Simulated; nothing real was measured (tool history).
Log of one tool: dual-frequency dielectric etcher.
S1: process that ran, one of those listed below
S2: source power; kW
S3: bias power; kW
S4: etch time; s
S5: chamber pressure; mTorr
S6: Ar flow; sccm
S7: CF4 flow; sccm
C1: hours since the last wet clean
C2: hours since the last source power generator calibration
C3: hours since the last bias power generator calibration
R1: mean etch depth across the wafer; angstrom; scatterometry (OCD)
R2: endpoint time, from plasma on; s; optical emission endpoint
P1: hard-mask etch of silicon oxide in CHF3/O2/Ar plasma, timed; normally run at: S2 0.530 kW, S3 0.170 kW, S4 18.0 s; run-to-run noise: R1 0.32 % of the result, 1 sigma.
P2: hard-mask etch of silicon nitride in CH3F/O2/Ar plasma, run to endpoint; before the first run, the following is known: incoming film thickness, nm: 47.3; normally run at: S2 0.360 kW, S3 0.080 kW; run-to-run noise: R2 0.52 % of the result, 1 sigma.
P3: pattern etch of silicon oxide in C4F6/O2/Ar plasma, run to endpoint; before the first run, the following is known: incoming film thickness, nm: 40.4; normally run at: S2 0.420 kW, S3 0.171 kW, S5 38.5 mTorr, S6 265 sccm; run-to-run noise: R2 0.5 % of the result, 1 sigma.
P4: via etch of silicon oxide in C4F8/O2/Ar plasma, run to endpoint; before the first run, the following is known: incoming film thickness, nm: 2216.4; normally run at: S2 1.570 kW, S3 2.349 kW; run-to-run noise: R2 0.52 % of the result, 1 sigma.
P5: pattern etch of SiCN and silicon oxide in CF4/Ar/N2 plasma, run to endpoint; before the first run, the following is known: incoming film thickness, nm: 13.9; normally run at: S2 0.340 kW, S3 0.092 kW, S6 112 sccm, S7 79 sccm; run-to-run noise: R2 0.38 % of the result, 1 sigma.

run,hour,S1,S2,S3,S4,S5,S6,S7,C1,C2,C3,R1,R2
1,9.4,P1,0.530,0.170,18.0,,,,128.0,567.4,2148.3,338.31,
2,24.9,P3,0.420,0.171,,38.5,265,,143.5,582.9,2163.8,,12.673
3,39.3,P4,1.570,3.335,,,,,157.9,597.3,2178.2,,402.340
4,49.4,P3,0.500,0.171,,38.5,265,,168.0,607.4,2188.3,,11.841
5,61.1,P1,0.530,0.170,26.5,,,,179.7,619.1,2200.0,498.60,
6,73.9,P1,0.530,0.170,18.0,,,,192.5,631.9,2212.8,337.88,
7,87.2,P3,0.420,0.119,,38.5,265,,205.8,645.2,2226.1,,14.031
8,95.8,P1,0.530,0.170,18.0,,,,214.4,653.8,2234.7,339.96,
9,102.6,P3,0.420,0.171,,28.0,265,,221.2,660.6,2241.5,,12.251
10,112.8,P5,0.340,0.092,,,112,79,231.4,670.8,2251.7,,18.236
11,124.7,P5,0.340,0.119,,,112,79,243.3,682.7,2263.6,,16.706
12,138.2,P1,0.530,0.170,18.0,,,,256.8,696.2,2277.1,338.82,
13,153.5,P2,0.360,0.062,,,,,272.1,711.5,2292.4,,76.026
14,162.3,P1,0.390,0.170,18.0,,,,280.9,720.3,2301.2,301.15,
15,171.4,P2,0.360,0.080,,,,,290.0,729.4,2310.3,,68.788
16,183.4,P4,2.190,2.349,,,,,302.0,741.4,2322.3,,398.730
17,194.5,P5,0.340,0.092,,,112,111,313.1,752.5,2333.4,,17.555
18,204.9,P1,0.530,0.136,18.0,,,,323.5,762.9,2343.8,314.07,
19,218.0,P2,0.500,0.080,,,,,336.6,776.0,2356.9,,60.817
20,226.1,P5,0.340,0.092,,,69,79,344.7,784.1,2365.0,,17.349
21,237.7,P3,0.420,0.171,,38.5,356,,356.3,795.7,2376.6,,13.063
22,246.4,P1,0.530,0.214,18.0,,,,365.0,804.4,2385.3,367.10,
23,254.5,P1,0.710,0.170,18.0,,,,373.1,812.5,2393.4,379.11,
24,268.2,P1,0.530,0.218,12.5,,,,386.8,826.2,2407.1,256.36,
25,276.8,P4,1.570,2.349,,,,,395.4,834.8,2415.7,,450.520
26,287.3,P1,0.530,0.170,10.0,,,,405.9,845.3,2426.2,187.30,
27,299.9,P5,0.340,0.092,,,112,79,418.5,857.9,2438.8,,18.356
28,307.5,P5,0.400,0.092,,,112,79,426.1,865.5,2446.4,,15.909
29,320.5,P1,0.530,0.170,18.0,,,,439.1,878.5,2459.4,339.43,
30,334.4,P1,0.530,0.170,18.0,,,,453.0,892.4,2473.3,337.41,
31,346.8,P1,0.530,0.170,18.0,,,,465.4,904.8,2485.7,334.30,

For run 32, what comes out?
32,361.6,P1,0.530,0.170,18.0,,,,480.2,919.6,2500.5,?,

R1: 332.92 angstrom
